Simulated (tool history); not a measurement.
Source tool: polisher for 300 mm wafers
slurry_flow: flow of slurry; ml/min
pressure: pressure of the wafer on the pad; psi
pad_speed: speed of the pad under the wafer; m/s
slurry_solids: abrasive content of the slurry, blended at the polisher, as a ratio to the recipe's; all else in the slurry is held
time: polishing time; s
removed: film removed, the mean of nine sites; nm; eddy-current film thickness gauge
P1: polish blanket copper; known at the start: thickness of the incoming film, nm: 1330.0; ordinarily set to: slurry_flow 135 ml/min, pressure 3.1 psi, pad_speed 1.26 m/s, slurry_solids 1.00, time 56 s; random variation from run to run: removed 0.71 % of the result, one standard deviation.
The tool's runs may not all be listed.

| run | hour | slurry_flow | pressure | pad_speed | slurry_solids | time | wafers polished on this pad | hours since the slurry nozzle was cleaned | hours since the head pressure was calibrated | hours since the slurry blender was calibrated | removed |
|---|---|---|---|---|---|---|---|---|---|---|---|
| 1 | 8.5 | 135 | 3.1 | 1.26 | 1.00 | 56 | 527 | 87.3 | 130.4 | 294.6 | 236.02 |
| 2 | 12.4 | 135 | 3.1 | 1.26 | 1.35 | 56 | 579 | 91.2 | 134.3 | 298.5 | 253.75 |
| 3 | 20.6 | 135 | 3.1 | 1.26 | 1.00 | 56 | 690 | 99.4 | 142.5 | 306.7 | 235.43 |
|  | 24.5 | slurry blender recalibrated |
| 4 | 26.3 | 100 | 3.1 | 1.26 | 1.40 | 56 | 766 | 105.1 | 148.2 | 1.8 | 237.24 |
| 5 | 33.7 | 135 | 3.1 | 1.26 | 1.00 | 56 | 865 | 112.5 | 155.6 | 9.2 | 235.92 |
| 6 | 38.3 | 135 | 3.1 | 1.26 | 1.00 | 56 | 927 | 117.1 | 160.2 | 13.8 | 238.74 |
| 7 | 43.9 | 135 | 1.4 | 1.26 | 1.00 | 56 | 1002 | 122.7 | 165.8 | 19.4 | 106.41 |
| 8 | 50.1 | 135 | 3.1 | 1.82 | 1.00 | 56 | 1086 | 128.9 | 172.0 | 25.6 | 337.82 |
| 9 | 54.5 | 135 | 3.1 | 1.26 | 0.55 | 56 | 1145 | 133.3 | 176.4 | 30.0 | 211.85 |
| 10 | 62.4 | 135 | 3.1 | 1.26 | 1.00 | 89 | 1251 | 141.2 | 184.3 | 37.9 | 379.74 |
| 11 | 67.4 | 185 | 3.1 | 1.26 | 1.00 | 56 | 1318 | 146.2 | 189.3 | 42.9 | 248.69 |
| 12 | 74.7 | 135 | 3.1 | 1.26 | 1.00 | 56 | 1416 | 153.5 | 196.6 | 50.2 | 236.16 |
| 13 | 78.8 | 80 | 3.1 | 1.26 | 1.00 | 56 | 1471 | 157.6 | 200.7 | 54.3 | 208.54 |
| 14 | 87.7 | 135 | 3.1 | 1.26 | 1.00 | 35 | 1590 | 166.5 | 209.6 | 63.2 | 148.26 |
| 15 | 93.3 | 135 | 4.8 | 1.26 | 1.00 | 56 | 1665 | 172.1 | 215.2 | 68.8 | 366.26 |
| 16 | 100.5 | 135 | 3.1 | 1.26 | 1.00 | 56 | 1762 | 179.3 | 222.4 | 76.0 | 236.82 |
| 17 | 108.3 | 135 | 3.1 | 0.62 | 1.00 | 56 | 1867 | 187.1 | 230.2 | 83.8 | 115.75 |
| 18 | 116.9 | 135 | 3.1 | 1.26 | 1.00 | 56 | 1982 | 195.7 | 238.8 | 92.4 | 235.19 |
| 19 | 121.5 | 135 | 3.1 | 1.26 | 1.00 | 56 | 2044 | 200.3 | 243.4 | 97.0 | 231.66 |
| 20 | 126.8 | 135 | 3.1 | 1.26 | 1.00 | 56 | 2115 | 205.6 | 248.7 | 102.3 | 225.92 |
| 21 | 131.7 | 135 | 3.1 | 1.26 | 1.00 | 56 | 2181 | 210.5 | 253.6 | 107.2 | 223.88 |
|  | 139.1 | worn pad replaced by a new one |
|  | 139.5 | head pressure recalibrated |
| 22 | 140.1 | 135 | 3.1 | 1.26 | 1.00 | 56 | 13 | 218.9 | 0.7 | 115.6 | 222.10 |
| 23 | 145.0 | 135 | 3.1 | 1.26 | 1.00 | 56 | 79 | 223.8 | 5.6 | 120.5 | 221.44 |
| 24 | 153.1 | 135 | 3.1 | 1.26 | 1.00 | 56 | 188 | 231.9 | 13.7 | 128.6 | 223.86 |
| 25 | 157.9 | 135 | 3.1 | 1.26 | 1.00 | 56 | 252 | 236.7 | 18.5 | 133.4 | 219.52 |

P1 has crept away from where it was. The log is fitted equally well by each of these 2 causes, at the sizes shown:
A: abrasive missing from the slurry, % = 29.2
B: slurry flow missing at the pad, % = 27.7
The gradual shift began around hour 116.9.
Excluded causes, each with its reason:
removal rate lost through wear of the pad, %: serviced at hour 139.1, after the drift had started, without restoring the earlier output
head's pressure below its setpoint, %: serviced at hour 139.5, after the drift had started, without restoring the earlier output

The list below offers 4 check runs, each averaging the results of 3 wafers, and shows each result as a question mark. For which of them would the listed causes give clearly different results?
| check 1 | 162.7 | 135 | 4.2 | 1.76 | 1.00 | 56 |  |  |  |  | ? |
| check 2 | 162.7 | 135 | 4.3 | 1.26 | 1.00 | 56 |  |  |  |  | ? |
| check 3 | 162.7 | 135 | 1.4 | 1.26 | 1.00 | 56 |  |  |  |  | ? |
| check 4 | 162.7 | 90 | 1.6 | 1.26 | 1.00 | 56 |  |  |  |  | ? |

Predicted outcomes, by check and by cause:
| check | result | if A | if B |
|---|---|---|---|
| check 1 | removed | 417.300 | 417.300 |
| check 2 | removed | 305.860 | 305.860 |
| check 3 | removed | 99.583 | 99.582 |
| check 4 | removed | 103.590 | 100.460 |
Separation of the two closest causes in each check, using whichever result separates them best: check 1 0 %; check 2 0 %; check 3 0 %; check 4 3.07 %
Of the check runs offered, only check 4 discriminates between the causes; the rest would read about the same regardless of which cause applies.

Running check 4 produced the following: removed 100.490 nm. Which one of the listed causes fits?

B is the cause: slurry flow missing at the pad, %.
